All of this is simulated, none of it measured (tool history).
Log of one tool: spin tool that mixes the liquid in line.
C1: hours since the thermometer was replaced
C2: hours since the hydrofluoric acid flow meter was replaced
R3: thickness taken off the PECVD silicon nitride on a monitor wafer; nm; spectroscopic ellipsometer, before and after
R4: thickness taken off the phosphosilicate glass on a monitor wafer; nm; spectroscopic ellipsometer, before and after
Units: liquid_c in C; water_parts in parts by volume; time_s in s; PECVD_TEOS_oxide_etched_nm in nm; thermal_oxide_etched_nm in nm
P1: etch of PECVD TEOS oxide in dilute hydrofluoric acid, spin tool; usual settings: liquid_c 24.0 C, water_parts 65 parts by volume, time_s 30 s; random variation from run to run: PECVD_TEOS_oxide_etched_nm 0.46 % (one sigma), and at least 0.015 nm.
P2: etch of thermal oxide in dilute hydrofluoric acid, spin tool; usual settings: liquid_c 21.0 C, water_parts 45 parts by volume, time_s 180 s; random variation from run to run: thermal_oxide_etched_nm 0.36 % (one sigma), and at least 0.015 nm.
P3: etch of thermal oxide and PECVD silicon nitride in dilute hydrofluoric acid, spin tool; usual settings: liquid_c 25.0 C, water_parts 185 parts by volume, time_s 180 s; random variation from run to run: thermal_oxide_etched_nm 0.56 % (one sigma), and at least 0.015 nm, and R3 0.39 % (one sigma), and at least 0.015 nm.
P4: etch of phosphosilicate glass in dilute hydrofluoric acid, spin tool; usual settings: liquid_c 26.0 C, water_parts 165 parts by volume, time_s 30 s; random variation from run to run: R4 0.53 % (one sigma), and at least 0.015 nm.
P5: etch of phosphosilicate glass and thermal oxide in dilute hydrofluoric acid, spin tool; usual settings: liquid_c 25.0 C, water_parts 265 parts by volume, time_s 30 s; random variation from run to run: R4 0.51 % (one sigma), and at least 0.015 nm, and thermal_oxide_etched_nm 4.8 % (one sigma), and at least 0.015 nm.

{"run": 1, "hour": 9.6, "process": "P1", "liquid_c": 24.0, "water_parts": 65, "time_s": 30, "C1": 1408.5, "C2": 359.7, "PECVD_TEOS_oxide_etched_nm": 13.633}
{"run": 2, "hour": 22.8, "process": "P1", "liquid_c": 24.0, "water_parts": 65, "time_s": 30, "C1": 1421.7, "C2": 372.9, "PECVD_TEOS_oxide_etched_nm": 13.592}
{"run": 3, "hour": 29.8, "process": "P1", "liquid_c": 31.0, "water_parts": 110, "time_s": 30, "C1": 1428.7, "C2": 379.9, "PECVD_TEOS_oxide_etched_nm": 10.004}
{"run": 4, "hour": 42.3, "process": "P1", "liquid_c": 31.5, "water_parts": 65, "time_s": 30, "C1": 1441.2, "C2": 392.4, "PECVD_TEOS_oxide_etched_nm": 18.522}
{"run": 5, "hour": 50.8, "process": "P2", "liquid_c": 21.0, "water_parts": 45, "time_s": 180, "C1": 1449.7, "C2": 400.9, "thermal_oxide_etched_nm": 18.452}
{"run": 6, "hour": 61.3, "process": "P1", "liquid_c": 24.0, "water_parts": 65, "time_s": 30, "C1": 1460.2, "C2": 411.4, "PECVD_TEOS_oxide_etched_nm": 13.663}
{"run": 7, "hour": 67.6, "process": "P3", "liquid_c": 25.0, "water_parts": 185, "time_s": 180, "C1": 1466.5, "C2": 417.7, "thermal_oxide_etched_nm": 4.1759, "R3": 5.7894}
{"run": 8, "hour": 80.7, "process": "P1", "liquid_c": 24.0, "water_parts": 65, "time_s": 30, "C1": 1479.6, "C2": 430.8, "PECVD_TEOS_oxide_etched_nm": 13.647}
{"run": 9, "hour": 87.5, "process": "P2", "liquid_c": 21.0, "water_parts": 45, "time_s": 60, "C1": 1486.4, "C2": 437.6, "thermal_oxide_etched_nm": 6.1355}
{"run": 10, "hour": 93.9, "process": "P5", "liquid_c": 25.0, "water_parts": 265, "time_s": 45, "C1": 1492.8, "C2": 444.0, "thermal_oxide_etched_nm": 0.72211, "R4": 25.784}
{"run": 11, "hour": 101.6, "process": "P1", "liquid_c": 24.0, "water_parts": 65, "time_s": 45, "C1": 1500.5, "C2": 451.7, "PECVD_TEOS_oxide_etched_nm": 20.521}
{"run": 12, "hour": 109.1, "process": "P3", "liquid_c": 33.0, "water_parts": 185, "time_s": 180, "C1": 1508.0, "C2": 459.2, "thermal_oxide_etched_nm": 5.4997, "R3": 9.3827}
{"run": 13, "hour": 116.1, "process": "P4", "liquid_c": 26.0, "water_parts": 60, "time_s": 30, "C1": 1515.0, "C2": 466.2, "R4": 34.643}
{"run": 14, "hour": 122.8, "process": "P1", "liquid_c": 24.0, "water_parts": 100, "time_s": 30, "C1": 1521.7, "C2": 472.9, "PECVD_TEOS_oxide_etched_nm": 8.519}
{"run": 15, "hour": 131.9, "process": "P5", "liquid_c": 17.0, "water_parts": 265, "time_s": 30, "C1": 1530.8, "C2": 482.0, "thermal_oxide_etched_nm": 0.31492, "R4": 12.707}
{"run": 16, "hour": 138.9, "process": "P1", "liquid_c": 24.0, "water_parts": 20, "time_s": 30, "C1": 1537.8, "C2": 489.0, "PECVD_TEOS_oxide_etched_nm": 47.131}
{"run": 17, "hour": 145.7, "process": "P4", "liquid_c": 26.0, "water_parts": 165, "time_s": 55, "C1": 1544.6, "C2": 495.8, "R4": 20.091}
{"run": 18, "hour": 158.8, "process": "P1", "liquid_c": 24.0, "water_parts": 65, "time_s": 30, "C1": 1557.7, "C2": 508.9, "PECVD_TEOS_oxide_etched_nm": 13.636}
{"run": 19, "hour": 166.9, "process": "P4", "liquid_c": 26.0, "water_parts": 165, "time_s": 30, "C1": 1565.8, "C2": 517.0, "R4": 10.893}
{"run": 20, "hour": 178.9, "process": "P5", "liquid_c": 25.0, "water_parts": 265, "time_s": 30, "C1": 1577.8, "C2": 529.0, "thermal_oxide_etched_nm": 0.47373, "R4": 17.083}
{"run": 21, "hour": 188.5, "process": "P1", "liquid_c": 24.0, "water_parts": 65, "time_s": 15, "C1": 1587.4, "C2": 538.6, "PECVD_TEOS_oxide_etched_nm": 6.8293}
{"run": 22, "hour": 196.8, "process": "P1", "liquid_c": 24.0, "water_parts": 65, "time_s": 30, "C1": 1595.7, "C2": 546.9, "PECVD_TEOS_oxide_etched_nm": 13.506}
{"run": 23, "hour": 210.2, "process": "P3", "liquid_c": 25.0, "water_parts": 185, "time_s": 180, "C1": 1609.1, "C2": 560.3, "thermal_oxide_etched_nm": 4.2005, "R3": 5.7396}
{"run": 24, "hour": 218.6, "process": "P1", "liquid_c": 18.0, "water_parts": 65, "time_s": 45, "C1": 1617.5, "C2": 568.7, "PECVD_TEOS_oxide_etched_nm": 15.926}
{"hour": 228.4, "done": "thermometer replaced"}
{"run": 25, "hour": 228.5, "process": "P3", "liquid_c": 25.0, "water_parts": 115, "time_s": 180, "C1": 0.1, "C2": 578.6, "thermal_oxide_etched_nm": 7.3162, "R3": 9.1827}
{"run": 26, "hour": 236.6, "process": "P5", "liquid_c": 25.0, "water_parts": 50, "time_s": 30, "C1": 8.2, "C2": 586.7, "thermal_oxide_etched_nm": 2.9896, "R4": 116.3}
{"run": 27, "hour": 242.7, "process": "P2", "liquid_c": 21.0, "water_parts": 45, "time_s": 180, "C1": 14.3, "C2": 592.8, "thermal_oxide_etched_nm": 18.429}
{"run": 28, "hour": 254.4, "process": "P2", "liquid_c": 21.0, "water_parts": 25, "time_s": 180, "C1": 26.0, "C2": 604.5, "thermal_oxide_etched_nm": 34.293}
{"run": 29, "hour": 261.1, "process": "P3", "liquid_c": 25.0, "water_parts": 185, "time_s": 295, "C1": 32.7, "C2": 611.2, "thermal_oxide_etched_nm": 6.7888, "R3": 9.3389}
{"run": 30, "hour": 268.6, "process": "P4", "liquid_c": 31.0, "water_parts": 165, "time_s": 30, "C1": 40.2, "C2": 618.7, "R4": 13.19}
{"run": 31, "hour": 280.8, "process": "P2", "liquid_c": 28.5, "water_parts": 45, "time_s": 180, "C1": 52.4, "C2": 630.9, "thermal_oxide_etched_nm": 25.028}
{"run": 32, "hour": 293.0, "process": "P1", "liquid_c": 18.0, "water_parts": 65, "time_s": 30, "C1": 64.6, "C2": 643.1, "PECVD_TEOS_oxide_etched_nm": 10.673}
{"run": 33, "hour": 299.0, "process": "P1", "liquid_c": 24.0, "water_parts": 65, "time_s": 30, "C1": 70.6, "C2": 649.1, "PECVD_TEOS_oxide_etched_nm": 13.572}
{"run": 34, "hour": 311.8, "process": "P1", "liquid_c": 24.0, "water_parts": 65, "time_s": 30, "C1": 83.4, "C2": 661.9, "PECVD_TEOS_oxide_etched_nm": 14.151}
{"run": 35, "hour": 320.3, "process": "P1", "liquid_c": 24.0, "water_parts": 65, "time_s": 30, "C1": 91.9, "C2": 670.4, "PECVD_TEOS_oxide_etched_nm": 14.304}
{"run": 36, "hour": 330.0, "process": "P1", "liquid_c": 24.0, "water_parts": 65, "time_s": 30, "C1": 101.6, "C2": 680.1, "PECVD_TEOS_oxide_etched_nm": 14.483}
{"run": 37, "hour": 339.0, "process": "P1", "liquid_c": 24.0, "water_parts": 65, "time_s": 30, "C1": 110.6, "C2": 689.1, "PECVD_TEOS_oxide_etched_nm": 14.511}
{"run": 38, "hour": 349.7, "process": "P1", "liquid_c": 24.0, "water_parts": 65, "time_s": 30, "C1": 121.3, "C2": 699.8, "PECVD_TEOS_oxide_etched_nm": 14.474}
{"run": 39, "hour": 360.2, "process": "P1", "liquid_c": 24.0, "water_parts": 65, "time_s": 30, "C1": 131.8, "C2": 710.3, "PECVD_TEOS_oxide_etched_nm": 14.658}
{"run": 40, "hour": 372.8, "process": "P1", "liquid_c": 24.0, "water_parts": 65, "time_s": 30, "C1": 144.4, "C2": 722.9, "PECVD_TEOS_oxide_etched_nm": 14.603}
{"run": 41, "hour": 382.2, "process": "P1", "liquid_c": 24.0, "water_parts": 65, "time_s": 30, "C1": 153.8, "C2": 732.3, "PECVD_TEOS_oxide_etched_nm": 14.579}
{"run": 42, "hour": 392.9, "process": "P1", "liquid_c": 24.0, "water_parts": 65, "time_s": 30, "C1": 164.5, "C2": 743.0, "PECVD_TEOS_oxide_etched_nm": 14.668}

What P1 gives has crept away from where it was. These 2 causes fit the log equally well, each at the size given:
A: liquid hotter than its thermometer reads (K) = 1.79
B: hydrofluoric acid flow above the setpoint (%) = 6.9
The creep began at about hour 299.0.

4 check runs are offered, one wafer each, their results left as question marks. Which one tells the causes apart?
{"run": "check 1", "hour": 403.6, "process": "P5", "liquid_c": 25.0, "water_parts": 140, "time_s": 45, "thermal_oxide_etched_nm": "?", "R4": "?"}
{"run": "check 2", "hour": 403.6, "process": "P2", "liquid_c": 28.5, "water_parts": 45, "time_s": 60, "thermal_oxide_etched_nm": "?"}
{"run": "check 3", "hour": 403.6, "process": "P4", "liquid_c": 26.0, "water_parts": 80, "time_s": 30, "R4": "?"}
{"run": "check 4", "hour": 403.6, "process": "P3", "liquid_c": 32.5, "water_parts": 185, "time_s": 280, "thermal_oxide_etched_nm": "?", "R3": "?"}

What each check would give under each cause:
check=check_1 result=thermal_oxide_etched_nm if_A=1.63090 if_B=1.64720
check=check_1 result=R4 if_A=59.472 if_B=60.065
check=check_2 result=thermal_oxide_etched_nm if_A=8.97070 if_B=8.97110
check=check_3 result=R4 if_A=26.954 if_B=27.045
check=check_4 result=thermal_oxide_etched_nm if_A=8.96210 if_B=9.16440
check=check_4 result=R3 if_A=15.6860 if_B=15.1350
How far apart the two closest causes lie, in the result that separates them most: check 1 0.99 %; check 2 0 %; check 3 0.34 %; check 4 3.57 %
Only check 4 tells the causes apart: in the others they would give nearly the same result.

Then check 4 was run and gave: thermal_oxide_etched_nm 9.02920 nm; R3 15.7180 nm. Which cause is it?

It is A: liquid hotter than its thermometer reads (K).
